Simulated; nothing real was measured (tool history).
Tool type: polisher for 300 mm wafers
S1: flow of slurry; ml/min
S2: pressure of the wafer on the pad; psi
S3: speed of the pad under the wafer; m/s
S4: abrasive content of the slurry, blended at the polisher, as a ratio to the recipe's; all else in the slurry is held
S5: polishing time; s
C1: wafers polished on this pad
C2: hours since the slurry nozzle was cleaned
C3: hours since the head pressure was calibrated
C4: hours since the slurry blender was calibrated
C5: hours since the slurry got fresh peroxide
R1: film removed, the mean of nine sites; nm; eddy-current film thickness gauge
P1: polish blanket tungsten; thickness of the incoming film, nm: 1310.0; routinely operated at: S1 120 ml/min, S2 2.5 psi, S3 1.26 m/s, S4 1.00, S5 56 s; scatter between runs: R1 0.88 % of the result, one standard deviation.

{"run": 1, "hour": 7.6, "S1": 120, "S2": 2.5, "S3": 1.26, "S4": 1.0, "S5": 56, "C1": 692, "C2": 614.0, "C3": 221.0, "C4": 115.1, "C5": 99.5, "R1": 237.46}
{"run": 2, "hour": 13.7, "S1": 120, "S2": 2.5, "S3": 1.26, "S4": 0.6, "S5": 56, "C1": 760, "C2": 620.1, "C3": 227.1, "C4": 121.2, "C5": 105.6, "R1": 210.75}
{"hour": 19.5, "done": "slurry nozzle cleaned"}
{"hour": 19.6, "done": "head pressure recalibrated"}
{"run": 3, "hour": 21.7, "S1": 120, "S2": 2.5, "S3": 1.94, "S4": 1.0, "S5": 56, "C1": 850, "C2": 2.3, "C3": 2.2, "C4": 129.2, "C5": 113.6, "R1": 364.16}
{"run": 4, "hour": 29.2, "S1": 120, "S2": 3.9, "S3": 1.26, "S4": 1.0, "S5": 56, "C1": 933, "C2": 9.8, "C3": 9.7, "C4": 136.7, "C5": 121.1, "R1": 370.15}
{"run": 5, "hour": 34.2, "S1": 120, "S2": 2.5, "S3": 1.26, "S4": 1.0, "S5": 56, "C1": 989, "C2": 14.8, "C3": 14.7, "C4": 141.7, "C5": 126.1, "R1": 237.31}
{"run": 6, "hour": 41.2, "S1": 80, "S2": 2.5, "S3": 1.62, "S4": 1.0, "S5": 56, "C1": 1067, "C2": 21.8, "C3": 21.7, "C4": 148.7, "C5": 133.1, "R1": 274.14}
{"hour": 49.5, "done": "slurry blender recalibrated"}
{"hour": 51.1, "done": "slurry tank refilled with fresh slurry and peroxide"}
{"run": 7, "hour": 51.5, "S1": 120, "S2": 1.4, "S3": 1.26, "S4": 1.0, "S5": 56, "C1": 1182, "C2": 32.1, "C3": 32.0, "C4": 2.0, "C5": 0.5, "R1": 132.58}
{"run": 8, "hour": 62.0, "S1": 120, "S2": 2.5, "S3": 0.92, "S4": 1.0, "S5": 56, "C1": 1299, "C2": 42.6, "C3": 42.5, "C4": 12.5, "C5": 11.0, "R1": 172.14}
{"run": 9, "hour": 71.5, "S1": 120, "S2": 2.5, "S3": 1.26, "S4": 1.0, "S5": 56, "C1": 1405, "C2": 52.1, "C3": 52.0, "C4": 22.0, "C5": 20.5, "R1": 234.42}
{"run": 10, "hour": 77.5, "S1": 170, "S2": 2.5, "S3": 1.26, "S4": 1.0, "S5": 56, "C1": 1472, "C2": 58.1, "C3": 58.0, "C4": 28.0, "C5": 26.5, "R1": 250.65}
{"run": 11, "hour": 86.5, "S1": 120, "S2": 2.5, "S3": 1.26, "S4": 1.0, "S5": 56, "C1": 1573, "C2": 67.1, "C3": 67.0, "C4": 37.0, "C5": 35.5, "R1": 236.39}
{"run": 12, "hour": 92.1, "S1": 70, "S2": 1.3, "S3": 1.26, "S4": 1.0, "S5": 56, "C1": 1635, "C2": 72.7, "C3": 72.6, "C4": 42.6, "C5": 41.1, "R1": 105.73}
{"run": 13, "hour": 102.1, "S1": 120, "S2": 2.5, "S3": 1.26, "S4": 1.0, "S5": 36, "C1": 1747, "C2": 82.7, "C3": 82.6, "C4": 52.6, "C5": 51.1, "R1": 151.33}
{"run": 14, "hour": 111.4, "S1": 70, "S2": 2.5, "S3": 1.26, "S4": 1.0, "S5": 56, "C1": 1851, "C2": 92.0, "C3": 91.9, "C4": 61.9, "C5": 60.4, "R1": 204.95}
{"run": 15, "hour": 116.3, "S1": 120, "S2": 2.5, "S3": 1.26, "S4": 1.0, "S5": 81, "C1": 1905, "C2": 96.9, "C3": 96.8, "C4": 66.8, "C5": 65.3, "R1": 339.75}
{"run": 16, "hour": 122.5, "S1": 120, "S2": 2.5, "S3": 1.26, "S4": 1.35, "S5": 56, "C1": 1975, "C2": 103.1, "C3": 103.0, "C4": 73.0, "C5": 71.5, "R1": 250.7}
{"run": 17, "hour": 128.5, "S1": 120, "S2": 2.5, "S3": 1.26, "S4": 1.0, "S5": 56, "C1": 2042, "C2": 109.1, "C3": 109.0, "C4": 79.0, "C5": 77.5, "R1": 236.95}
{"run": 18, "hour": 134.4, "S1": 120, "S2": 2.5, "S3": 1.26, "S4": 1.0, "S5": 56, "C1": 2107, "C2": 115.0, "C3": 114.9, "C4": 84.9, "C5": 83.4, "R1": 226.17}
{"run": 19, "hour": 143.5, "S1": 120, "S2": 2.5, "S3": 1.26, "S4": 1.0, "S5": 56, "C1": 2209, "C2": 124.1, "C3": 124.0, "C4": 94.0, "C5": 92.5, "R1": 219.76}
{"run": 20, "hour": 149.3, "S1": 120, "S2": 2.5, "S3": 1.26, "S4": 1.0, "S5": 56, "C1": 2274, "C2": 129.9, "C3": 129.8, "C4": 99.8, "C5": 98.3, "R1": 217.19}
{"hour": 156.6, "done": "head pressure recalibrated"}
{"run": 21, "hour": 156.6, "S1": 120, "S2": 2.5, "S3": 1.26, "S4": 1.0, "S5": 56, "C1": 2355, "C2": 137.2, "C3": 0.1, "C4": 107.1, "C5": 105.6, "R1": 214.94}
{"hour": 159.2, "done": "slurry blender recalibrated"}
{"run": 22, "hour": 164.3, "S1": 120, "S2": 2.5, "S3": 1.26, "S4": 1.0, "S5": 56, "C1": 2441, "C2": 144.9, "C3": 7.8, "C4": 5.2, "C5": 113.3, "R1": 210.0}
{"hour": 165.3, "done": "worn pad replaced by a new one"}
{"run": 23, "hour": 173.4, "S1": 120, "S2": 2.5, "S3": 1.26, "S4": 1.0, "S5": 56, "C1": 91, "C2": 154.0, "C3": 16.9, "C4": 14.3, "C5": 122.4, "R1": 207.48}
{"run": 24, "hour": 178.8, "S1": 120, "S2": 2.5, "S3": 1.26, "S4": 1.0, "S5": 56, "C1": 151, "C2": 159.4, "C3": 22.3, "C4": 19.7, "C5": 127.8, "R1": 210.28}
{"run": 25, "hour": 188.9, "S1": 120, "S2": 2.5, "S3": 1.26, "S4": 1.0, "S5": 56, "C1": 264, "C2": 169.5, "C3": 32.4, "C4": 29.8, "C5": 137.9, "R1": 208.09}
{"run": 26, "hour": 196.6, "S1": 120, "S2": 2.5, "S3": 1.26, "S4": 1.0, "S5": 56, "C1": 350, "C2": 177.2, "C3": 40.1, "C4": 37.5, "C5": 145.6, "R1": 210.86}

Compared with where it was, what P1 gives has crept away. Each cause listed below fits the log as well as the rest, at the size given for it:
A: peroxide lost from the slurry, % = 27
B: slurry flow missing at the pad, % = 37.8
The gradual shift began around hour 128.5.
All other causes, with the reason each is excluded:
removal rate lost through wear of the pad, %: serviced at hour 165.3, which brought nothing back
head's pressure below its setpoint, %: serviced at hour 156.6, which brought nothing back
abrasive missing from the slurry, %: serviced at hour 159.2, which brought nothing back

Each of the 4 check runs below uses one wafer; its results are left as question marks. Which run tells the causes apart?
{"run": "check 1", "hour": 204.3, "S1": 120, "S2": 3.8, "S3": 1.78, "S4": 1.0, "S5": 56, "R1": "?"}
{"run": "check 2", "hour": 204.3, "S1": 120, "S2": 2.5, "S3": 1.64, "S4": 1.0, "S5": 80, "R1": "?"}
{"run": "check 3", "hour": 204.3, "S1": 120, "S2": 3.4, "S3": 1.26, "S4": 0.6, "S5": 56, "R1": "?"}
{"run": "check 4", "hour": 204.3, "S1": 70, "S2": 2.5, "S3": 1.26, "S4": 1.0, "S5": 56, "R1": "?"}

Predicted outcomes, by check and by cause:
check=check_1 result=R1 if_A=447.28 if_B=447.15
check=check_2 result=R1 if_A=387.32 if_B=387.20
check=check_3 result=R1 if_A=251.82 if_B=251.74
check=check_4 result=R1 if_A=180.02 if_B=167.77
Gap, in per cent, between the two causes that each check separates least, read from the result that separates them most: check 1 0.03 %; check 2 0.03 %; check 3 0.03 %; check 4 7.05 %
Check 4 distinguishes between the causes, while the remaining checks would return nearly the same result for all of them.

Running check 4 produced the following: R1 179.59 nm. Which one of the listed causes fits?

It is A: peroxide lost from the slurry, %.
